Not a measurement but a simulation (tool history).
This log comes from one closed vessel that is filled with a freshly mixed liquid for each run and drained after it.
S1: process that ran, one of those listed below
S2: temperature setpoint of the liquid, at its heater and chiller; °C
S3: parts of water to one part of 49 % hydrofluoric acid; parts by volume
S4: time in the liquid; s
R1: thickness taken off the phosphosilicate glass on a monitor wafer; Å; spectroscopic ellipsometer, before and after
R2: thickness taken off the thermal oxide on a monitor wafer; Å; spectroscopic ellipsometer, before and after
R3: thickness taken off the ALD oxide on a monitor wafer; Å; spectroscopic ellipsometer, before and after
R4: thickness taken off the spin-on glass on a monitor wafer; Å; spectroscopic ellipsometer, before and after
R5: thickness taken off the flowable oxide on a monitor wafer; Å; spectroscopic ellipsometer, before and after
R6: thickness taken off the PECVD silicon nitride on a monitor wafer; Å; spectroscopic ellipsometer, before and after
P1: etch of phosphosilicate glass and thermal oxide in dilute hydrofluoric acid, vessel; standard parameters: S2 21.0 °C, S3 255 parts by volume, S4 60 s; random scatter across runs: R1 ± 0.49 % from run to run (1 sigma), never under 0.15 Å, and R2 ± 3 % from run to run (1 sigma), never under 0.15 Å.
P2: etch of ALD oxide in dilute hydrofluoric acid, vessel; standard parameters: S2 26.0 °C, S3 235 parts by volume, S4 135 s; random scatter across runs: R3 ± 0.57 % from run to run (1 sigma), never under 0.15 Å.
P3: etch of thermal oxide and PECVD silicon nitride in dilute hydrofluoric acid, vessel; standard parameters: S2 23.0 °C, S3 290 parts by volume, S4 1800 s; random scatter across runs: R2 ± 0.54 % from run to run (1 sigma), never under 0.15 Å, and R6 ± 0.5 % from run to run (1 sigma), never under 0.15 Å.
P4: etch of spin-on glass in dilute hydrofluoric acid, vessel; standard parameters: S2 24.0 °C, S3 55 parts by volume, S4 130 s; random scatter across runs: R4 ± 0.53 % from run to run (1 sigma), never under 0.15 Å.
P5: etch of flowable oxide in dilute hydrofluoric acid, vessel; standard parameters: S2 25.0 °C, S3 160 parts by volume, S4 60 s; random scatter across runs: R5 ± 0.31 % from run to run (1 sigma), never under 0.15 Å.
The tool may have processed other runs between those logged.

| run | hour | S1 | S2 | S3 | S4 | R1 | R2 | R3 | R4 | R5 | R6 |
|---|---|---|---|---|---|---|---|---|---|---|---|
| 1 | 6.9 | P1 | 21.0 | 255 | 60 | 305.90 | 8.5568 |  |  |  |  |
| 2 | 12.9 | P2 | 26.0 | 235 | 30 |  |  | 13.270 |  |  |  |
| 3 | 20.7 | P1 | 21.0 | 460 | 60 | 142.15 | 3.9007 |  |  |  |  |
| 4 | 28.0 | P2 | 26.0 | 360 | 135 |  |  | 34.622 |  |  |  |
| 5 | 35.8 | P1 | 26.5 | 385 | 60 | 216.98 | 6.3285 |  |  |  |  |
| 6 | 43.1 | P1 | 21.0 | 255 | 60 | 309.04 | 8.5520 |  |  |  |  |
| 7 | 51.1 | P4 | 31.5 | 55 | 130 |  |  |  | 693.35 |  |  |
| 8 | 54.9 | P1 | 21.0 | 255 | 60 | 304.08 | 9.1465 |  |  |  |  |
| 9 | 62.9 | P2 | 26.0 | 235 | 135 |  |  | 60.896 |  |  |  |
| 10 | 67.0 | P1 | 21.0 | 255 | 110 | 564.20 | 16.8690 |  |  |  |  |
| 11 | 74.9 | P1 | 17.0 | 255 | 60 | 263.52 | 7.3897 |  |  |  |  |
| 12 | 80.2 | P5 | 25.0 | 250 | 60 |  |  |  |  | 67.35 |  |
| 13 | 85.7 | P1 | 21.0 | 255 | 30 | 153.20 | 4.9032 |  |  |  |  |
| 14 | 90.7 | P5 | 25.0 | 160 | 60 |  |  |  |  | 115.83 |  |
| 15 | 96.6 | P5 | 25.0 | 160 | 85 |  |  |  |  | 164.80 |  |
| 16 | 102.1 | P3 | 23.0 | 290 | 30 |  | 4.0450 |  |  |  | 2.1213 |
| 17 | 109.2 | P3 | 23.0 | 65 | 1800 |  | 1361.6000 |  |  |  | 575.0000 |
| 18 | 112.8 | P1 | 21.0 | 255 | 60 | 307.01 | 8.8606 |  |  |  |  |
| 19 | 119.7 | P1 | 21.0 | 255 | 60 | 307.43 | 8.4795 |  |  |  |  |
| 20 | 124.5 | P5 | 25.0 | 160 | 60 |  |  |  |  | 116.40 |  |

Run 21, settings as shown, results not yet in. Your forecast:
| 21 | 128.2 | P3 | 17.5 | 290 | 1800 |  | ? |  |  |  | ? |

{"run 21": {"R2": 196.25, "R6": 93.269}}

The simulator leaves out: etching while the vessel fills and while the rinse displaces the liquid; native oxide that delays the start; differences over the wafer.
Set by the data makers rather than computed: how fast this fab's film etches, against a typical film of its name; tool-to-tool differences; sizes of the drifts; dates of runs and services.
